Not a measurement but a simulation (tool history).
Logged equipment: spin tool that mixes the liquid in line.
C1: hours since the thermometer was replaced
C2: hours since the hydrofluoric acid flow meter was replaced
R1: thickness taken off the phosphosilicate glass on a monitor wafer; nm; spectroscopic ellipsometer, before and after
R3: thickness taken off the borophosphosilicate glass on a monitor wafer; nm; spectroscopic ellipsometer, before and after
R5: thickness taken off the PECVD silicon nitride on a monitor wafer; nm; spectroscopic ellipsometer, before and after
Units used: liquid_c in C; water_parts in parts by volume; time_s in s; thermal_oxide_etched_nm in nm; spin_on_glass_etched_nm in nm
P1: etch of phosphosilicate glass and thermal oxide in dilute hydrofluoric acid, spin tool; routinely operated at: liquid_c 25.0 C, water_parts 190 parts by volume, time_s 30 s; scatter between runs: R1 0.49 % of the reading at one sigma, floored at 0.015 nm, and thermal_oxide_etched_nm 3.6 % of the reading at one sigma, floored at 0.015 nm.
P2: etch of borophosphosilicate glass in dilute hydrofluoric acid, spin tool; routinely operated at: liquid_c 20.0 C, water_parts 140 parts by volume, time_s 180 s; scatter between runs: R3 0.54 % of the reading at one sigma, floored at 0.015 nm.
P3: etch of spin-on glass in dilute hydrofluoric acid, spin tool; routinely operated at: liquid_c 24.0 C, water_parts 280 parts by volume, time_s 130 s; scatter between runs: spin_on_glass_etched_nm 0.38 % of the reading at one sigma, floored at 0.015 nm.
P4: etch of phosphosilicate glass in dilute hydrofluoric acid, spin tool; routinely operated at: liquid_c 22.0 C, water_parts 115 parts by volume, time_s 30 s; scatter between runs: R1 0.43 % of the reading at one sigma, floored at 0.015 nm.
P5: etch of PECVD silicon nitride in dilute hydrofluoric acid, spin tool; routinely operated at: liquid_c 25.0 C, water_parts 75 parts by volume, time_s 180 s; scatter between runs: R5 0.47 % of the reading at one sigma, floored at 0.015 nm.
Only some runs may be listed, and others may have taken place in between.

Run 1, hour 4.2: process P1, liquid_c 25.0 C, water_parts 190 parts by volume, time_s 30 s; C1 275.4; C2 146.4. Result: R1 8.9195 nm, thermal_oxide_etched_nm 0.69024 nm.
Run 2, hour 12.3: process P2, liquid_c 28.0 C, water_parts 140 parts by volume, time_s 180 s; C1 283.5; C2 154.5. Result: R3 53.273 nm.
Run 3, hour 18.4: process P2, liquid_c 20.0 C, water_parts 30 parts by volume, time_s 180 s; C1 289.6; C2 160.6. Result: R3 208.300 nm.
Run 4, hour 26.5: process P2, liquid_c 20.0 C, water_parts 140 parts by volume, time_s 180 s; C1 297.7; C2 168.7. Result: R3 39.001 nm.
Run 5, hour 31.7: process P3, liquid_c 24.0 C, water_parts 280 parts by volume, time_s 215 s; C1 302.9; C2 173.9. Result: spin_on_glass_etched_nm 25.423 nm.
Run 6, hour 38.8: process P3, liquid_c 24.0 C, water_parts 280 parts by volume, time_s 130 s; C1 310.0; C2 181.0. Result: spin_on_glass_etched_nm 15.423 nm.
Run 7, hour 46.0: process P1, liquid_c 25.0 C, water_parts 300 parts by volume, time_s 30 s; C1 317.2; C2 188.2. Result: R1 4.9706 nm, thermal_oxide_etched_nm 0.42535 nm.
Run 8, hour 51.1: process P1, liquid_c 25.0 C, water_parts 190 parts by volume, time_s 30 s; C1 322.3; C2 193.3. Result: R1 8.8044 nm, thermal_oxide_etched_nm 0.63375 nm.
Run 9, hour 56.7: process P3, liquid_c 30.5 C, water_parts 280 parts by volume, time_s 130 s; C1 327.9; C2 198.9. Result: spin_on_glass_etched_nm 19.265 nm.
Run 10, hour 60.6: process P1, liquid_c 25.0 C, water_parts 190 parts by volume, time_s 30 s; C1 331.8; C2 202.8. Result: R1 8.8813 nm, thermal_oxide_etched_nm 0.75845 nm.
Run 11, hour 68.1: process P1, liquid_c 25.0 C, water_parts 190 parts by volume, time_s 55 s; C1 339.3; C2 210.3. Result: R1 16.2200 nm, thermal_oxide_etched_nm 1.32220 nm.
Run 12, hour 73.7: process P2, liquid_c 20.0 C, water_parts 140 parts by volume, time_s 180 s; C1 344.9; C2 215.9. Result: R3 38.981 nm.
Run 13, hour 81.6: process P1, liquid_c 25.0 C, water_parts 190 parts by volume, time_s 30 s; C1 352.8; C2 223.8. Result: R1 8.8984 nm, thermal_oxide_etched_nm 0.72056 nm.
Run 14, hour 87.3: process P1, liquid_c 25.0 C, water_parts 100 parts by volume, time_s 30 s; C1 358.5; C2 229.5. Result: R1 18.6900 nm, thermal_oxide_etched_nm 1.46450 nm.
Run 15, hour 94.8: process P1, liquid_c 18.5 C, water_parts 190 parts by volume, time_s 30 s; C1 366.0; C2 237.0. Result: R1 6.9272 nm, thermal_oxide_etched_nm 0.57716 nm.
Run 16, hour 101.5: process P4, liquid_c 29.0 C, water_parts 115 parts by volume, time_s 30 s; C1 372.7; C2 243.7. Result: R1 20.7260 nm.
Run 17, hour 106.2: process P1, liquid_c 25.0 C, water_parts 190 parts by volume, time_s 30 s; C1 377.4; C2 248.4. Result: R1 8.7544 nm, thermal_oxide_etched_nm 0.73724 nm.
Run 18, hour 110.7: process P5, liquid_c 25.0 C, water_parts 75 parts by volume, time_s 15 s; C1 381.9; C2 252.9. Result: R5 1.1911 nm.
Run 19, hour 115.0: process P1, liquid_c 28.5 C, water_parts 190 parts by volume, time_s 30 s; C1 386.2; C2 257.2. Result: R1 10.0020 nm, thermal_oxide_etched_nm 0.73805 nm.
At hour 116.8: hydrofluoric acid flow meter replaced.
Run 20, hour 122.0: process P1, liquid_c 25.0 C, water_parts 190 parts by volume, time_s 15 s; C1 393.2; C2 5.2. Result: R1 4.4085 nm, thermal_oxide_etched_nm 0.39776 nm.
Run 21, hour 128.7: process P4, liquid_c 22.0 C, water_parts 115 parts by volume, time_s 15 s; C1 399.9; C2 11.9. Result: R1 7.9553 nm.
Run 22, hour 132.9: process P3, liquid_c 24.0 C, water_parts 60 parts by volume, time_s 130 s; C1 404.1; C2 16.1. Result: spin_on_glass_etched_nm 92.616 nm.
Run 23, hour 139.4: process P5, liquid_c 25.0 C, water_parts 75 parts by volume, time_s 180 s; C1 410.6; C2 22.6. Result: R5 14.3980 nm.
Run 24, hour 147.8: process P1, liquid_c 25.0 C, water_parts 190 parts by volume, time_s 30 s; C1 419.0; C2 31.0. Result: R1 8.8013 nm, thermal_oxide_etched_nm 0.69350 nm.
Run 25, hour 151.6: process P2, liquid_c 20.0 C, water_parts 140 parts by volume, time_s 30 s; C1 422.8; C2 34.8. Result: R3 6.570 nm.
Run 26, hour 158.4: process P4, liquid_c 22.0 C, water_parts 115 parts by volume, time_s 30 s; C1 429.6; C2 41.6. Result: R1 15.8530 nm.
Run 27, hour 165.8: process P5, liquid_c 25.0 C, water_parts 40 parts by volume, time_s 180 s; C1 437.0; C2 49.0. Result: R5 26.5410 nm.
Run 28, hour 172.3: process P5, liquid_c 31.0 C, water_parts 75 parts by volume, time_s 180 s; C1 443.5; C2 55.5. Result: R5 21.1310 nm.
Run 29, hour 176.1: process P1, liquid_c 30.0 C, water_parts 265 parts by volume, time_s 30 s; C1 447.3; C2 59.3. Result: R1 6.9288 nm, thermal_oxide_etched_nm 0.53464 nm.
Run 30, hour 181.5: process P4, liquid_c 22.0 C, water_parts 210 parts by volume, time_s 30 s; C1 452.7; C2 64.7. Result: R1 7.7687 nm.
Run 31, hour 187.4: process P1, liquid_c 25.0 C, water_parts 190 parts by volume, time_s 30 s; C1 458.6; C2 70.6. Result: R1 8.8509 nm, thermal_oxide_etched_nm 0.73465 nm.
Run 32, hour 194.7: process P1, liquid_c 25.0 C, water_parts 190 parts by volume, time_s 30 s; C1 465.9; C2 77.9. Result: R1 8.4851 nm, thermal_oxide_etched_nm 0.69781 nm.
Run 33, hour 201.1: process P1, liquid_c 25.0 C, water_parts 190 parts by volume, time_s 30 s; C1 472.3; C2 84.3. Result: R1 8.2970 nm, thermal_oxide_etched_nm 0.63863 nm.
Run 34, hour 207.7: process P1, liquid_c 25.0 C, water_parts 190 parts by volume, time_s 30 s; C1 478.9; C2 90.9. Result: R1 8.1934 nm, thermal_oxide_etched_nm 0.67132 nm.
Run 35, hour 211.8: process P1, liquid_c 25.0 C, water_parts 190 parts by volume, time_s 30 s; C1 483.0; C2 95.0. Result: R1 8.1658 nm, thermal_oxide_etched_nm 0.70137 nm.
Run 36, hour 218.2: process P1, liquid_c 25.0 C, water_parts 190 parts by volume, time_s 30 s; C1 489.4; C2 101.4. Result: R1 8.2015 nm, thermal_oxide_etched_nm 0.65551 nm.
Run 37, hour 225.6: process P1, liquid_c 25.0 C, water_parts 190 parts by volume, time_s 30 s; C1 496.8; C2 108.8. Result: R1 8.0830 nm, thermal_oxide_etched_nm 0.66242 nm.

The log shows P1 creeping away from where it was. Any of the 2 causes listed here, at the size stated for it, fits the log just as well as the others:
A: hydrofluoric acid flow below the setpoint (%) = 6.77
B: liquid colder than its thermometer reads (K) = 2.3
The drift started at roughly hour 187.4.

4 check runs are offered, one wafer each, their results left as question marks. Which one tells the causes apart?
Run check 1, hour 233.0: process P3, liquid_c 24.0 C, water_parts 130 parts by volume, time_s 130 s. Result: spin_on_glass_etched_nm ?.
Run check 2, hour 233.0: process P5, liquid_c 25.0 C, water_parts 50 parts by volume, time_s 15 s. Result: R5 ?.
Run check 3, hour 233.0: process P4, liquid_c 22.0 C, water_parts 210 parts by volume, time_s 30 s. Result: R1 ?.
Run check 4, hour 233.0: process P2, liquid_c 25.5 C, water_parts 140 parts by volume, time_s 115 s. Result: R3 ?.

What each check would give under each cause:
  check                   result    if A    if B
check 1  spin_on_glass_etched_nm  36.062  35.737
check 2                       R5  1.6697  1.5313
check 3                       R1  7.1475  7.1333
check 4                       R3  28.447  28.277
How far apart the two closest causes lie, in the result that separates them most: check 1 0.91 %; check 2 8.65 %; check 3 0.2 %; check 4 0.6 %
Check 2 distinguishes between the causes, while the remaining checks would return nearly the same result for all of them.

Running check 2 produced the following: R5 1.6776 nm. Which one of the listed causes fits?

The cause is A: hydrofluoric acid flow below the setpoint (%).
